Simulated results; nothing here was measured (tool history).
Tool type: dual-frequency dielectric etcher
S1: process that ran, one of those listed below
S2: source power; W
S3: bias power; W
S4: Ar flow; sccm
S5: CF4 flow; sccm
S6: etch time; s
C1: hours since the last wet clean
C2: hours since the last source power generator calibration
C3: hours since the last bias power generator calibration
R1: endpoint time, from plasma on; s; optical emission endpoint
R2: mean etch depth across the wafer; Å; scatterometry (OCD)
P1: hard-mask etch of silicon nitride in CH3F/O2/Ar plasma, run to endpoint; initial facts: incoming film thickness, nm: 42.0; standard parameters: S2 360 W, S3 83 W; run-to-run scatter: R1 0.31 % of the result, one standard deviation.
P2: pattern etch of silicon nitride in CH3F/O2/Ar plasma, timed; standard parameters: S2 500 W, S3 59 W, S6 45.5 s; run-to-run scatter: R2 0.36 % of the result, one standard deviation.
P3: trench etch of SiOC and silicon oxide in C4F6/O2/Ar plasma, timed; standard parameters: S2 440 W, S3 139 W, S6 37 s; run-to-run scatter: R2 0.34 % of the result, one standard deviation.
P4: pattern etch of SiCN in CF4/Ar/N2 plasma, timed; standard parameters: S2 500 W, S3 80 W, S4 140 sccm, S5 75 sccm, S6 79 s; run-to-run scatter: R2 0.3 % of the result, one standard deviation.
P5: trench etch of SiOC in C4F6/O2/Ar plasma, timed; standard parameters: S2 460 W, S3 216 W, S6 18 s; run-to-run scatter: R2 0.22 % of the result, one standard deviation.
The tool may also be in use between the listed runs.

Run 1, day 0.333: S1 P1, S2 360 W, S3 83 W; C1 238.4; C2 347.1; C3 665.2. Result: R1 60.465 s.
Run 2, day 0.762: S1 P4, S2 500 W, S3 80 W, S4 140 sccm, S5 97 sccm, S6 79 s; C1 248.7; C2 357.4; C3 675.5. Result: R2 780.23 Å.
Run 3, day 1.1: S1 P1, S2 270 W, S3 83 W; C1 256.8; C2 365.5; C3 683.6. Result: R1 67.104 s.
Run 4, day 1.5: S1 P5, S2 460 W, S3 216 W, S6 10 s; C1 266.4; C2 375.1; C3 693.2. Result: R2 236.42 Å.
Run 5, day 1.938: S1 P5, S2 460 W, S3 216 W, S6 18 s; C1 276.9; C2 385.6; C3 703.7. Result: R2 426.71 Å.
Run 6, day 2.433: S1 P1, S2 360 W, S3 83 W; C1 288.8; C2 397.5; C3 715.6. Result: R1 60.607 s.
Run 7, day 3.092: S1 P4, S2 500 W, S3 57 W, S4 140 sccm, S5 75 sccm, S6 79 s; C1 304.6; C2 413.3; C3 731.4. Result: R2 664.97 Å.
Run 8, day 3.575: S1 P2, S2 500 W, S3 59 W, S6 45.5 s; C1 316.2; C2 424.9; C3 743. Result: R2 322.06 Å.
Run 9, day 3.946: S1 P1, S2 360 W, S3 83 W; C1 325.1; C2 433.8; C3 751.9. Result: R1 60.202 s.
Run 10, day 4.283: S1 P4, S2 500 W, S3 80 W, S4 140 sccm, S5 75 sccm, S6 79 s; C1 333.2; C2 441.9; C3 760. Result: R2 751.62 Å.
Run 11, day 4.754: S1 P1, S2 480 W, S3 100 W; C1 344.5; C2 453.2; C3 771.3. Result: R1 51.021 s.
Run 12, day 5.2: S1 P3, S2 440 W, S3 139 W, S6 37 s; C1 355.2; C2 463.9; C3 782. Result: R2 671.22 Å.
Run 13, day 5.667: S1 P5, S2 270 W, S3 216 W, S6 18 s; C1 366.4; C2 475.1; C3 793.2. Result: R2 346.65 Å.
Run 14, day 6.146: S1 P1, S2 220 W, S3 108 W; C1 377.9; C2 486.6; C3 804.7. Result: R1 65.519 s.
Run 15, day 6.442: S1 P4, S2 500 W, S3 80 W, S4 140 sccm, S5 75 sccm, S6 79 s; C1 385; C2 493.7; C3 811.8. Result: R2 747.85 Å.
Run 16, day 6.917: S1 P5, S2 460 W, S3 216 W, S6 18 s; C1 396.4; C2 505.1; C3 823.2. Result: R2 423.95 Å.
Run 17, day 7.558: S1 P1, S2 360 W, S3 117 W; C1 411.8; C2 520.5; C3 838.6. Result: R1 53.512 s.
Run 18, day 7.942: S1 P4, S2 350 W, S3 80 W, S4 140 sccm, S5 75 sccm, S6 79 s; C1 421; C2 529.7; C3 847.8. Result: R2 550.31 Å.
Run 19, day 8.408: S1 P3, S2 620 W, S3 139 W, S6 37 s; C1 432.2; C2 540.9; C3 859. Result: R2 776.13 Å.
Run 20, day 8.996: S1 P1, S2 430 W, S3 83 W; C1 446.3; C2 555; C3 873.1. Result: R1 56.438 s.
Run 21, day 9.462: S1 P5, S2 460 W, S3 301 W, S6 18 s; C1 457.5; C2 566.2; C3 884.3. Result: R2 475.99 Å.
Run 22, day 9.883: S1 P1, S2 360 W, S3 83 W; C1 467.6; C2 576.3; C3 894.4. Result: R1 60.344 s.
Run 23, day 10.525: S1 P4, S2 500 W, S3 80 W, S4 140 sccm, S5 75 sccm, S6 117 s; C1 483; C2 591.7; C3 909.8. Result: R2 1115.2 Å.
Run 24, day 11.179: S1 P3, S2 440 W, S3 91 W, S6 37 s; C1 498.7; C2 607.4; C3 925.5. Result: R2 603.11 Å.
Run 25, day 11.746: S1 P2, S2 500 W, S3 59 W, S6 35.5 s; C1 512.3; C2 621; C3 939.1. Result: R2 251.51 Å.
Run 26, day 12.371: S1 P2, S2 320 W, S3 59 W, S6 45.5 s; C1 527.3; C2 636; C3 954.1. Result: R2 271.79 Å.
Run 27, day 12.992: S1 P3, S2 440 W, S3 139 W, S6 37 s; C1 542.2; C2 650.9; C3 969. Result: R2 671.96 Å.
Run 28, day 13.35: S1 P4, S2 500 W, S3 80 W, S4 105 sccm, S5 75 sccm, S6 79 s; C1 550.8; C2 659.5; C3 977.6. Result: R2 784.91 Å.
Run 29, day 13.725: S1 P1, S2 360 W, S3 83 W; C1 559.8; C2 668.5; C3 986.6. Result: R1 60.325 s.
Run 30, day 14.162: S1 P2, S2 500 W, S3 47 W, S6 45.5 s; C1 570.3; C2 679; C3 997.1. Result: R2 300.63 Å.
Run 31, day 14.683: S1 P1, S2 360 W, S3 49 W; C1 582.8; C2 691.5; C3 1009.6. Result: R1 72.019 s.
Run 32, day 15.342: S1 P3, S2 440 W, S3 139 W, S6 20.5 s; C1 598.6; C2 707.3; C3 1025.4. Result: R2 376.59 Å.
Run 33, day 15.933: S1 P1, S2 360 W, S3 83 W; C1 612.8; C2 721.5; C3 1039.6. Result: R1 60.438 s.
Run 34, day 16.512: S1 P1, S2 360 W, S3 83 W; C1 626.7; C2 735.4; C3 1053.5. Result: R1 60.044 s.
Run 35, day 17.038: S1 P1, S2 360 W, S3 83 W; C1 639.3; C2 748; C3 1066.1. Result: R1 59.978 s.
Run 36, day 17.379: S1 P1, S2 360 W, S3 83 W; C1 647.5; C2 756.2; C3 1074.3. Result: R1 59.499 s.
Run 37, day 17.929: S1 P1, S2 360 W, S3 83 W; C1 660.7; C2 769.4; C3 1087.5. Result: R1 59.54 s.
Run 38, day 18.508: S1 P1, S2 360 W, S3 83 W; C1 674.6; C2 783.3; C3 1101.4. Result: R1 59.338 s.
At day 18.696: wet clean of the chamber.
Run 39, day 19.138: S1 P1, S2 360 W, S3 83 W; C1 10.7; C2 798.4; C3 1116.5. Result: R1 59.334 s.
Run 40, day 19.45: S1 P1, S2 360 W, S3 83 W; C1 18.2; C2 805.9; C3 1124. Result: R1 59.479 s.
Run 41, day 20.05: S1 P1, S2 360 W, S3 83 W; C1 32.6; C2 820.3; C3 1138.4. Result: R1 59.428 s.

Compared with where it was, what P1 gives has crept away. Each cause listed below fits the log as well as the rest, at the size given for it:
A: bias power that arrives over what is set, % = 4.39
B: source power that arrives over what is set, % = 4.18
Creep in the process output first set in at about day 15.933.
What rules out each remaining cause:
chamber walls in a state that raises the etch rate, %: serviced at day 18.696, after the drift had started, without restoring the earlier output

You are offered 4 check runs, listed below with question marks in place of their results; each one averages 2 wafers. Which run separates the listed causes by giving clearly different results for each?
Run check 1, day 20.65: S1 P3, S2 510 W, S3 93 W, S6 37 s. Result: R2 ?.
Run check 2, day 20.65: S1 P5, S2 310 W, S3 216 W, S6 18 s. Result: R2 ?.
Run check 3, day 20.65: S1 P2, S2 360 W, S3 59 W, S6 36 s. Result: R2 ?.
Run check 4, day 20.65: S1 P4, S2 500 W, S3 80 W, S4 108 sccm, S5 75 sccm, S6 79 s. Result: R2 ?.

Expected result of each check under each candidate cause:
  check  result    if A    if B
check 1      R2  648.65  652.18
check 2      R2   370.5  370.96
check 3      R2  227.09  227.42
check 4      R2  792.64  809.23
Per check, the gap between the least separated pair of causes, taken in the result that splits them most: check 1 0.54 %; check 2 0.13 %; check 3 0.15 %; check 4 2.07 %
The causes can be told apart only by check 4. The other checks would give nearly the same results under each of them.

Check 4 was carried out, with these results: R2 807.94 Å. Which of the listed causes is responsible?

Of the candidate causes, it is B: source power that arrives over what is set, %.
